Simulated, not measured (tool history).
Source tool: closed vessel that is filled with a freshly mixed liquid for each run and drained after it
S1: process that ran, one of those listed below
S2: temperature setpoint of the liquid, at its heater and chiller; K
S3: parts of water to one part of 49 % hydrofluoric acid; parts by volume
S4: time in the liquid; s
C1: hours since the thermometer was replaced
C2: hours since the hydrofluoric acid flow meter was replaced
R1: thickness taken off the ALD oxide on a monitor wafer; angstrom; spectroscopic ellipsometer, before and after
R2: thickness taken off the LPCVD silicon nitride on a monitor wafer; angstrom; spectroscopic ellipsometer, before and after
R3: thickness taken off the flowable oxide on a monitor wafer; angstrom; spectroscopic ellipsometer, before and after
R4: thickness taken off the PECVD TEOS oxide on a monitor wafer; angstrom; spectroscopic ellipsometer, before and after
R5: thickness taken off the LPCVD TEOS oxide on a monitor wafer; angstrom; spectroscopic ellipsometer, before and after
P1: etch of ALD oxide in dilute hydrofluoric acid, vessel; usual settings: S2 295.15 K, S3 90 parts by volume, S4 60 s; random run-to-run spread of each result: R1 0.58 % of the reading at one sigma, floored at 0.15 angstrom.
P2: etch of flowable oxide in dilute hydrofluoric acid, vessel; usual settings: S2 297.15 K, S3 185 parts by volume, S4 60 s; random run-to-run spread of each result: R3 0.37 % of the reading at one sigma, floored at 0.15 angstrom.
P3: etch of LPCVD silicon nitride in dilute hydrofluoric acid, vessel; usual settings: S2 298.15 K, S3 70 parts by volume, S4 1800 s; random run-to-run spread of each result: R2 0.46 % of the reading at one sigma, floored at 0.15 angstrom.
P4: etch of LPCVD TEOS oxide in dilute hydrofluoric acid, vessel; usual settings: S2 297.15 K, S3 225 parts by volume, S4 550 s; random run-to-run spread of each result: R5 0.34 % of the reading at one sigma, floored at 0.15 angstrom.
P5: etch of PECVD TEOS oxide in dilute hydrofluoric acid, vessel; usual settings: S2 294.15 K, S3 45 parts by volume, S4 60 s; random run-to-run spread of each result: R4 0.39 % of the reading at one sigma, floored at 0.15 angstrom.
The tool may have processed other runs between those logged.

run,day,S1,S2,S3,S4,C1,C2,R1,R2,R3,R4,R5
1,0.412,P1,295.15,90,60,905.2,1504.3,137.9,,,,
2,0.983,P1,302.65,90,60,918.9,1518,182.34,,,,
3,1.525,P1,295.15,90,60,931.9,1531,135.65,,,,
4,2.1,P1,295.15,90,30,945.7,1544.8,68.836,,,,
5,2.704,P3,298.15,35,1800,960.2,1559.3,,269.6,,,
6,3.329,P2,303.65,185,60,975.2,1574.3,,,125.97,,
7,4.058,P5,290.15,45,60,992.7,1591.8,,,,159.07,
8,4.708,P1,300.15,50,60,1008.3,1607.4,317.88,,,,
9,5.138,P2,297.15,185,60,1018.6,1617.7,,,99.958,,
10,5.588,P3,290.65,70,1800,1029.4,1628.5,,81.731,,,
11,6.017,P1,295.15,150,60,1039.7,1638.8,76.85,,,,
12,6.446,P5,294.15,75,60,1050,1649.1,,,,110.01,
13,6.929,P1,295.15,90,60,1061.6,1660.7,137.31,,,,
14,7.312,P1,290.65,90,60,1070.8,1669.9,114.18,,,,
15,7.771,P5,294.15,45,60,1081.8,1680.9,,,,189.85,
16,8.25,P4,305.15,225,550,1093.3,1692.4,,,,,477.79
17,8.579,P1,295.15,35,60,1101.2,1700.3,380.79,,,,
18,9.083,P4,297.15,225,550,1113.3,1712.4,,,,,365.95
19,9.654,P5,294.15,45,115,1127,1726.1,,,,363.73,
20,10.354,P3,298.15,70,175,1143.8,1742.9,,13.155,,,
21,10.721,P3,298.15,70,1800,1152.6,1751.7,,137.07,,,
22,11.312,P4,297.15,60,550,1166.8,1765.9,,,,,1653.2
23,12.008,P1,295.15,90,60,1183.5,1782.6,137.12,,,,
24,12.692,P1,290.65,155,60,1199.9,1799,61.809,,,,
25,13.304,P1,295.15,90,105,1214.6,1813.7,238.03,,,,
26,13.95,P2,297.15,95,60,1230.1,1829.2,,,213.66,,
27,14.404,P5,294.15,45,60,1241,1840.1,,,,190.69,
28,15,P2,297.15,185,30,1255.3,1854.4,,,49.869,,
29,15.421,P4,297.15,225,30,1265.4,1864.5,,,,,19.926
30,16.067,P1,295.15,90,60,1280.9,1880,136.1,,,,
31,16.546,P1,295.15,90,60,1292.4,1891.5,134.9,,,,
32,16.983,P1,295.15,90,60,1302.9,1902,132.57,,,,
33,17.571,P1,295.15,90,60,1317,1916.1,129.65,,,,
34,17.942,P1,295.15,90,60,1325.9,1925,126.65,,,,
35,18.446,P1,295.15,90,60,1338,1937.1,126.87,,,,
36,18.842,P1,295.15,90,60,1347.5,1946.6,126.43,,,,
37,19.254,P1,295.15,90,60,1357.4,1956.5,126.58,,,,
38,19.738,P1,295.15,90,60,1369,1968.1,125.47,,,,
39,20.3,P1,295.15,90,60,1382.5,1981.6,125.51,,,,
40,20.817,P1,295.15,90,60,1394.9,1994,125.3,,,,
41,21.233,P1,295.15,90,60,1404.9,2004,125.05,,,,

Compared with where it was, what P1 gives has crept away. Each cause listed below fits the log as well as the rest, at the size given for it:
A: liquid colder than its thermometer reads (K) = 2.15
B: hydrofluoric acid flow below the setpoint (%) = 7.63
Onset of the creep was near day 16.067.

Below are 4 check runs, each averaged over 2 wafers, with their results shown as question marks. Which of them would give clearly different results depending on which cause is behind the drift?
check 1,21.65,P5,294.15,65,60,,,,,,?,
check 2,21.65,P3,294.65,70,240,,,,?,,,
check 3,21.65,P2,297.15,100,60,,,,,?,,
check 4,21.65,P4,297.15,100,550,,,,,,,?

If the cause were each of the candidates in turn, the checks would give the following:
check,result,if A,if B
check 1,R4,117.15,117.69
check 2,R2,12.471,13.376
check 3,R3,187.14,186.5
check 4,R5,861.86,858.91
Per check, the gap between the least separated pair of causes, taken in the result that splits them most: check 1 0.46 %; check 2 7 %; check 3 0.34 %; check 4 0.34 %
Only check 2 tells the causes apart: in the others they would give nearly the same result.

Check 2 was carried out, with these results: R2 13.195 angstrom. Which of the listed causes is responsible?

It was cause B: hydrofluoric acid flow below the setpoint (%).
